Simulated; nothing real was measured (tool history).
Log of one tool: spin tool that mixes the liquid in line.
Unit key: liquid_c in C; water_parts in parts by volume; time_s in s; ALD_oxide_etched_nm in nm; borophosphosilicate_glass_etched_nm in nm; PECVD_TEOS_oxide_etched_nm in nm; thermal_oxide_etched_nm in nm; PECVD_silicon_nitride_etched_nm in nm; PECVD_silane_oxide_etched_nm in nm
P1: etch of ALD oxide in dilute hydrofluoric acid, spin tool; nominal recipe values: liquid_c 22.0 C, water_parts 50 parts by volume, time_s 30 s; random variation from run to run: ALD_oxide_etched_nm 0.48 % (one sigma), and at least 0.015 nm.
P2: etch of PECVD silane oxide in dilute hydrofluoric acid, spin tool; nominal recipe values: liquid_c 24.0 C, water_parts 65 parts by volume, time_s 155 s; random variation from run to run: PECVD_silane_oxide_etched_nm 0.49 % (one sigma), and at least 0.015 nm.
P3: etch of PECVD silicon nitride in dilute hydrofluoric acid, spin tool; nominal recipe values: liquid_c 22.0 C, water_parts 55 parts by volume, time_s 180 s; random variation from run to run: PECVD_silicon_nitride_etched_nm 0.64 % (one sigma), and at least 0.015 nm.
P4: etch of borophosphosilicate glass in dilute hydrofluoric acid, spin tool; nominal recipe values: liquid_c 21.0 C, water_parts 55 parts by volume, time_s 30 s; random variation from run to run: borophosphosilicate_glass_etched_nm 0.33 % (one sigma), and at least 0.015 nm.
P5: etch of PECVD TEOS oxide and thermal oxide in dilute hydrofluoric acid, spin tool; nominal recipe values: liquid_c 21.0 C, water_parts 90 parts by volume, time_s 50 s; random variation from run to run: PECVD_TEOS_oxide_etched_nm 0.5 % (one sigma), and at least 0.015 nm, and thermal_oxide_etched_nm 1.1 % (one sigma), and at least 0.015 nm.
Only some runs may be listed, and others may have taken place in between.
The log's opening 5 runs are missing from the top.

run,hour,process,liquid_c,water_parts,time_s,hours since the thermometer was replaced,hours since the hydrofluoric acid flow meter was replaced,ALD_oxide_etched_nm,borophosphosilicate_glass_etched_nm,PECVD_TEOS_oxide_etched_nm,thermal_oxide_etched_nm,PECVD_silicon_nitride_etched_nm,PECVD_silane_oxide_etched_nm
6,52.0,P3,29.5,55,180,1606.6,556.5,,,,,7.8264,
7,57.9,P1,22.0,25,30,1612.5,562.4,19.0200,,,,,
8,63.6,P1,22.0,30,45,1618.2,568.1,23.4790,,,,,
9,68.7,P3,22.0,55,180,1623.3,573.2,,,,,4.7439,
10,77.2,P2,28.0,65,155,1631.8,581.7,,,,,,49.872
11,86.3,P4,17.0,55,30,1640.9,590.8,,36.149,,,,
12,95.1,P1,28.0,50,30,1649.7,599.6,11.6860,,,,,
13,103.3,P4,21.0,55,30,1657.9,607.8,,43.043,,,,
14,113.3,P3,22.0,55,180,1667.9,617.8,,,,,4.8154,
15,119.9,P5,21.0,90,50,1674.5,624.4,,,4.2611,2.19560,,
16,129.6,P3,22.0,95,180,1684.2,634.1,,,,,2.7660,
17,135.0,P1,22.0,75,60,1689.6,639.5,11.8310,,,,,
# hour 142.4: thermometer replaced
18,146.0,P2,24.0,65,155,3.7,650.5,,,,,,42.522
19,152.6,P1,22.0,50,30,10.3,657.1,9.0589,,,,,
20,158.2,P1,22.0,50,15,15.9,662.7,4.5679,,,,,
21,165.6,P1,22.0,50,30,23.3,670.1,9.1572,,,,,
22,171.5,P5,27.0,90,50,29.2,676.0,,,5.3850,2.86070,,
23,182.3,P2,24.0,65,75,40.0,686.8,,,,,,20.568

What does the tool deliver on the next run?
24,190.7,P2,24.0,35,155,48.4,695.2,,,,,,?

Run 24 produced PECVD_silane_oxide_etched_nm 82.006 nm.
